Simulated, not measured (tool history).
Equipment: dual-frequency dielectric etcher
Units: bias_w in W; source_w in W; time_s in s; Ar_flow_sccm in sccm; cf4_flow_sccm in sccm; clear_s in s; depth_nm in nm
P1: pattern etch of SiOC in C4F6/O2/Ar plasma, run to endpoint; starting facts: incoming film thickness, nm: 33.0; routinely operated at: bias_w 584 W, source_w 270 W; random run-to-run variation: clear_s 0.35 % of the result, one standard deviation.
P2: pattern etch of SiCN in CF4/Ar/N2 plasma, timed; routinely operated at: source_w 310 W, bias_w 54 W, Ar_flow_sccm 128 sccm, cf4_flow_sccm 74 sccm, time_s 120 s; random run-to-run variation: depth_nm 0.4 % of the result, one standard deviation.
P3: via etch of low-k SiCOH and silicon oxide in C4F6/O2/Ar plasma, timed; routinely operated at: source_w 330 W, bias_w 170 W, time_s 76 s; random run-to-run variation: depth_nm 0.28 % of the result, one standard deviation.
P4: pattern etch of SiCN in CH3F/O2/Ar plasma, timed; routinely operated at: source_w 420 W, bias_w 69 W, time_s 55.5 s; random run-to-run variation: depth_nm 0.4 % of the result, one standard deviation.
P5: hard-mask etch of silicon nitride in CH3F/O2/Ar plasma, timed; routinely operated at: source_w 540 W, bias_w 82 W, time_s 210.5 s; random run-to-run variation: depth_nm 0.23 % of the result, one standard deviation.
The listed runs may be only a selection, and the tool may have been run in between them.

run,hour,process,bias_w,source_w,time_s,Ar_flow_sccm,cf4_flow_sccm,hours since the last wet clean,hours since the last bias power generator calibration,hours since the last source power generator calibration,clear_s,depth_nm
1,12,P1,584,270,,,,173.3,620.6,2937.1,11.974,
2,17.8,P1,584,270,,,,179.1,626.4,2942.9,11.957,
3,29.3,P3,216,330,76,,,190.6,637.9,2954.4,,217.57
4,39.4,P1,681,210,,,,200.7,648,2964.5,12.421,
5,46.3,P1,584,360,,,,207.6,654.9,2971.4,10.769,
6,55,P4,69,250,55.5,,,216.3,663.6,2980.1,,17.559
7,61.4,P4,69,420,75.5,,,222.7,670,2986.5,,29.033
8,74.2,P3,170,450,76,,,235.5,682.8,2999.3,,227.31
9,80.7,P2,54,310,120,128,74,242,689.3,3005.8,,66.536
10,93.6,P1,584,270,,,,254.9,702.2,3018.7,11.964,
11,100.1,P1,824,270,,,,261.4,708.7,3025.2,10.516,
# hour 111.1: bias power generator calibrated
12,113.2,P5,52,540,210.5,,,274.5,2.2,3038.3,,150.12
13,119.5,P2,37,310,120,128,74,280.8,8.5,3044.6,,58.627
14,125.7,P1,584,270,,,,287,14.7,3050.8,11.981,
15,133,P2,54,310,120,128,58,294.3,22,3058.1,,63.99
16,139.6,P2,54,310,178.5,128,74,300.9,28.6,3064.7,,99.134
17,152.6,P2,54,310,120,87,74,313.9,41.6,3077.7,,70.575
# hour 156.1: source power generator calibrated
18,162.8,P4,69,420,55.5,,,324.1,51.8,6.8,,21.307
19,173.8,P3,170,330,76,,,335.1,62.8,17.8,,201.76
20,186,P5,82,680,210.5,,,347.3,75,30,,190.17
21,192.7,P5,82,540,210.5,,,354,81.7,36.7,,174.45
22,199.4,P3,170,330,56,,,360.7,88.4,43.4,,148.69
23,206,P4,48,420,55.5,,,367.3,95,50,,18.952
24,217.6,P2,54,380,120,128,74,378.9,106.6,61.6,,80.383
25,226.8,P2,54,310,120,128,74,388.1,115.8,70.8,,66.881
26,238.2,P1,402,270,,,,399.5,127.2,82.2,13.88,
27,247.9,P5,82,540,156,,,409.2,136.9,91.9,,129.15
28,256,P1,584,210,,,,417.3,145,100,13.129,
29,266.8,P1,584,270,,,,428.1,155.8,110.8,11.957,
30,274.9,P1,584,270,,,,436.2,163.9,118.9,12.145,
31,284.7,P1,584,270,,,,446,173.7,128.7,12.15,
32,292.6,P1,584,270,,,,453.9,181.6,136.6,12.25,
# hour 292.7: wet clean of the chamber
33,302.6,P1,584,270,,,,10,191.6,146.6,12.197,
34,310.4,P1,584,270,,,,17.8,199.4,154.4,12.229,
35,317.9,P1,584,270,,,,25.3,206.9,161.9,12.149,

P1 has crept away from where it was. The log is fitted equally well by each of these 2 causes, at the sizes shown:
A: bias power that arrives under what is set, % = 4.43
B: source power that arrives under what is set, % = 4.7
Creep in the process output first set in at about hour 266.8.
Ruled out, with reasons:
chamber walls in a state that lowers the etch rate, %: its service at hour 292.7 followed the start of the drift and did not put the process back to its old value

Consider the 4 check runs below, whose results appear as question marks and each of which averages 2 wafers. Which one distinguishes the causes, in that each cause would give it a clearly different result?
check 1,325.4,P3,170,330,76,,,,,,,?
check 2,325.4,P2,54,310,120,128,74,,,,,?
check 3,325.4,P5,82,540,210.5,,,,,,,?
check 4,325.4,P4,69,420,55.5,,,,,,,?

If the cause were each of the candidates in turn, the checks would give the following:
check,result,if A,if B
check 1,depth_nm,198.29,197.41
check 2,depth_nm,65.825,64.092
check 3,depth_nm,171.73,171.27
check 4,depth_nm,20.941,20.89
Per check, the gap between the least separated pair of causes, taken in the result that splits them most: check 1 0.45 %; check 2 2.67 %; check 3 0.27 %; check 4 0.24 %
Check 2 tells the causes apart: in the others they would give nearly the same result.

Check 2 has now been run. It gave: depth_nm 65.623 nm. Which of the candidate causes is it?

It was cause A: bias power that arrives under what is set, %.
